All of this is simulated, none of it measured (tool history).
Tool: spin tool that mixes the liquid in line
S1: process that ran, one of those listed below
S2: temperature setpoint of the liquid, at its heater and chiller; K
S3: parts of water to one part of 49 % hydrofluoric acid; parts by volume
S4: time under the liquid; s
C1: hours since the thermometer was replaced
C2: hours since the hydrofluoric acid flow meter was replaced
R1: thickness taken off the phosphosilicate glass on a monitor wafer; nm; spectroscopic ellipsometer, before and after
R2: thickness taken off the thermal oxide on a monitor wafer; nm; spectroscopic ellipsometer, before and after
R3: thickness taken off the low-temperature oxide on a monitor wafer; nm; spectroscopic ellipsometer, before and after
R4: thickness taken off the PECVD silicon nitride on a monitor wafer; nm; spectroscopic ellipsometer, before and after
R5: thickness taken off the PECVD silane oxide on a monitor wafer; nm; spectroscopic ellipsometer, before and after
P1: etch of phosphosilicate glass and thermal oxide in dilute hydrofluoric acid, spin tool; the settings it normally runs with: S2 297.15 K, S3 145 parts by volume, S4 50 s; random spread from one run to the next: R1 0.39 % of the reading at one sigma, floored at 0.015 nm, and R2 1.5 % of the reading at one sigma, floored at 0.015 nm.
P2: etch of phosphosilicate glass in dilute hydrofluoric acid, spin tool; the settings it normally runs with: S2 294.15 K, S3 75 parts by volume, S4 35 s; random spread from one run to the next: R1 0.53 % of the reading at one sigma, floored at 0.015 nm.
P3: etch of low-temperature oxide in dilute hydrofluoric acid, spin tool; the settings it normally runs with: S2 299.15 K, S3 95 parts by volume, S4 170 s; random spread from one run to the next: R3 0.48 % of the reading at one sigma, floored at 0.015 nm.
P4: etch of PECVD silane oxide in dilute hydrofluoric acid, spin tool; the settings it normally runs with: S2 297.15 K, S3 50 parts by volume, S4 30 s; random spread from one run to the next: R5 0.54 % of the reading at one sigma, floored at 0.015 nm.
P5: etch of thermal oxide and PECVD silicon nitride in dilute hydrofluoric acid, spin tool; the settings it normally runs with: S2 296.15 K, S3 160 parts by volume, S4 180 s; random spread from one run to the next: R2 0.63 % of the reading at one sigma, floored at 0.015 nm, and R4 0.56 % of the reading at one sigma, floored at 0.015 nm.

{"run": 1, "day": 0.15, "S1": "P1", "S2": 297.15, "S3": 145, "S4": 50, "C1": 625.3, "C2": 1073.2, "R1": 29.53, "R2": 1.5637}
{"run": 2, "day": 0.3, "S1": "P2", "S2": 301.65, "S3": 75, "S4": 35, "C1": 628.9, "C2": 1076.8, "R1": 61.203}
{"run": 3, "day": 0.417, "S1": "P3", "S2": 299.15, "S3": 95, "S4": 170, "C1": 631.7, "C2": 1079.6, "R3": 29.799}
{"run": 4, "day": 0.529, "S1": "P1", "S2": 297.15, "S3": 145, "S4": 50, "C1": 634.4, "C2": 1082.3, "R1": 29.492, "R2": 1.5702}
{"run": 5, "day": 0.683, "S1": "P1", "S2": 293.15, "S3": 145, "S4": 50, "C1": 638.1, "C2": 1086, "R1": 25.119, "R2": 1.3346}
{"run": 6, "day": 0.829, "S1": "P1", "S2": 297.15, "S3": 35, "S4": 50, "C1": 641.6, "C2": 1089.5, "R1": 139.9, "R2": 7.463}
{"run": 7, "day": 1.054, "S1": "P3", "S2": 299.15, "S3": 95, "S4": 320, "C1": 647, "C2": 1094.9, "R3": 56.137}
{"run": 8, "day": 1.2, "S1": "P2", "S2": 294.15, "S3": 75, "S4": 35, "C1": 650.5, "C2": 1098.4, "R1": 44.588}
{"run": 9, "day": 1.312, "S1": "P5", "S2": 296.15, "S3": 30, "S4": 180, "C1": 653.2, "C2": 1101.1, "R2": 28.522, "R4": 29.433}
{"run": 10, "day": 1.458, "S1": "P1", "S2": 297.15, "S3": 145, "S4": 50, "C1": 656.7, "C2": 1104.6, "R1": 29.211, "R2": 1.5653}
{"run": 11, "day": 1.558, "S1": "P1", "S2": 297.15, "S3": 145, "S4": 50, "C1": 659.1, "C2": 1107, "R1": 29.446, "R2": 1.5575}
{"run": 12, "day": 1.775, "S1": "P2", "S2": 294.15, "S3": 75, "S4": 35, "C1": 664.3, "C2": 1112.2, "R1": 44.961}
{"run": 13, "day": 1.879, "S1": "P5", "S2": 290.15, "S3": 160, "S4": 180, "C1": 666.8, "C2": 1114.7, "R2": 3.6711, "R4": 3.7663}
{"run": 14, "day": 1.983, "S1": "P3", "S2": 299.15, "S3": 30, "S4": 170, "C1": 669.3, "C2": 1117.2, "R3": 103.3}
{"run": 15, "day": 2.183, "S1": "P1", "S2": 290.15, "S3": 215, "S4": 50, "C1": 674.1, "C2": 1122, "R1": 14.055, "R2": 0.73461}
{"run": 16, "day": 2.383, "S1": "P5", "S2": 296.15, "S3": 160, "S4": 180, "C1": 678.9, "C2": 1126.8, "R2": 4.5895, "R4": 5.7073}
{"run": 17, "day": 2.6, "S1": "P1", "S2": 297.15, "S3": 145, "S4": 50, "C1": 684.1, "C2": 1132, "R1": 29.286, "R2": 1.5143}
{"run": 18, "day": 2.708, "S1": "P4", "S2": 297.15, "S3": 50, "S4": 15, "C1": 686.7, "C2": 1134.6, "R5": 12.969}
{"run": 19, "day": 2.846, "S1": "P4", "S2": 297.15, "S3": 50, "S4": 30, "C1": 690, "C2": 1137.9, "R5": 26.072}
{"run": 20, "day": 3.038, "S1": "P2", "S2": 294.15, "S3": 75, "S4": 15, "C1": 694.6, "C2": 1142.5, "R1": 19.431}
{"run": 21, "day": 3.158, "S1": "P1", "S2": 297.15, "S3": 145, "S4": 15, "C1": 697.5, "C2": 1145.4, "R1": 8.7865, "R2": 0.48252}
{"run": 22, "day": 3.288, "S1": "P1", "S2": 297.15, "S3": 145, "S4": 50, "C1": 700.6, "C2": 1148.5, "R1": 29.412, "R2": 1.555}
{"run": 23, "day": 3.45, "S1": "P4", "S2": 297.15, "S3": 75, "S4": 30, "C1": 704.5, "C2": 1152.4, "R5": 16.805}
{"run": 24, "day": 3.583, "S1": "P1", "S2": 297.15, "S3": 145, "S4": 50, "C1": 707.7, "C2": 1155.6, "R1": 29.194, "R2": 1.5768}
{"run": 25, "day": 3.788, "S1": "P1", "S2": 297.15, "S3": 240, "S4": 50, "C1": 712.6, "C2": 1160.5, "R1": 16.024, "R2": 0.86711}
{"run": 26, "day": 3.996, "S1": "P1", "S2": 297.15, "S3": 145, "S4": 85, "C1": 717.6, "C2": 1165.5, "R1": 49.718, "R2": 2.5922}
{"run": 27, "day": 4.188, "S1": "P5", "S2": 296.15, "S3": 160, "S4": 15, "C1": 722.2, "C2": 1170.1, "R2": 0.37982, "R4": 0.48266}
{"run": 28, "day": 4.325, "S1": "P4", "S2": 301.65, "S3": 50, "S4": 30, "C1": 725.5, "C2": 1173.4, "R5": 31.195}
{"run": 29, "day": 4.55, "S1": "P1", "S2": 304.15, "S3": 145, "S4": 50, "C1": 730.9, "C2": 1178.8, "R1": 37.969, "R2": 1.9895}
{"run": 30, "day": 4.758, "S1": "P3", "S2": 299.15, "S3": 95, "S4": 170, "C1": 735.9, "C2": 1183.8, "R3": 29.894}
{"run": 31, "day": 4.938, "S1": "P3", "S2": 304.65, "S3": 95, "S4": 170, "C1": 740.2, "C2": 1188.1, "R3": 36.473}
{"run": 32, "day": 5.1, "S1": "P2", "S2": 294.15, "S3": 20, "S4": 35, "C1": 744.1, "C2": 1192, "R1": 181.1}
{"run": 33, "day": 5.329, "S1": "P1", "S2": 297.15, "S3": 145, "S4": 50, "C1": 749.6, "C2": 1197.5, "R1": 29.331, "R2": 1.5868}
{"run": 34, "day": 5.533, "S1": "P1", "S2": 297.15, "S3": 145, "S4": 50, "C1": 754.5, "C2": 1202.4, "R1": 28.527, "R2": 1.5491}
{"run": 35, "day": 5.758, "S1": "P1", "S2": 297.15, "S3": 145, "S4": 50, "C1": 759.9, "C2": 1207.8, "R1": 27.849, "R2": 1.5236}
{"run": 36, "day": 5.871, "S1": "P1", "S2": 297.15, "S3": 145, "S4": 50, "C1": 762.6, "C2": 1210.5, "R1": 27.892, "R2": 1.5379}
{"run": 37, "day": 6.058, "S1": "P1", "S2": 297.15, "S3": 145, "S4": 50, "C1": 767.1, "C2": 1215, "R1": 27.585, "R2": 1.4184}
{"run": 38, "day": 6.242, "S1": "P1", "S2": 297.15, "S3": 145, "S4": 50, "C1": 771.5, "C2": 1219.4, "R1": 27.226, "R2": 1.4519}
{"run": 39, "day": 6.35, "S1": "P1", "S2": 297.15, "S3": 145, "S4": 50, "C1": 774.1, "C2": 1222, "R1": 27.382, "R2": 1.473}
{"run": 40, "day": 6.483, "S1": "P1", "S2": 297.15, "S3": 145, "S4": 50, "C1": 777.3, "C2": 1225.2, "R1": 27.409, "R2": 1.5022}

Something has made what P1 gives creep away from where it was; the 2 causes below, each at its own stated size, fit the log equally well:
A: liquid colder than its thermometer reads (K) = 1.71
B: hydrofluoric acid flow below the setpoint (%) = 5.49
Onset of the creep was near day 5.329.

Which of the 4 check runs listed below, each an average over 3 wafers with its results shown as question marks, gives clearly different results under the different listed causes?
{"run": "check 1", "day": 6.617, "S1": "P5", "S2": 293.15, "S3": 160, "S4": 55, "R2": "?", "R4": "?"}
{"run": "check 2", "day": 6.617, "S1": "P4", "S2": 301.65, "S3": 50, "S4": 15, "R5": "?"}
{"run": "check 3", "day": 6.617, "S1": "P2", "S2": 298.65, "S3": 75, "S4": 35, "R1": "?"}
{"run": "check 4", "day": 6.617, "S1": "P3", "S2": 304.65, "S3": 95, "S4": 310, "R3": "?"}

Check results expected under each cause:
check=check_1 result=R2 if_A=1.1654 if_B=1.168
check=check_1 result=R4 if_A=1.2717 if_B=1.35
check=check_2 result=R5 if_A=14.521 if_B=14.633
check=check_3 result=R1 if_A=50.417 if_B=50.74
check=check_4 result=R3 if_A=62.826 if_B=62.79
How far apart the two closest causes lie, in the result that separates them most: check 1 5.97 %; check 2 0.77 %; check 3 0.64 %; check 4 0.06 %
The causes can be told apart only by check 1. The other checks would give nearly the same results under each of them.

The results of check 1 are: R2 1.173 nm; R4 1.3695 nm. Based on these, which of the listed causes is it?

B is the cause: hydrofluoric acid flow below the setpoint (%).
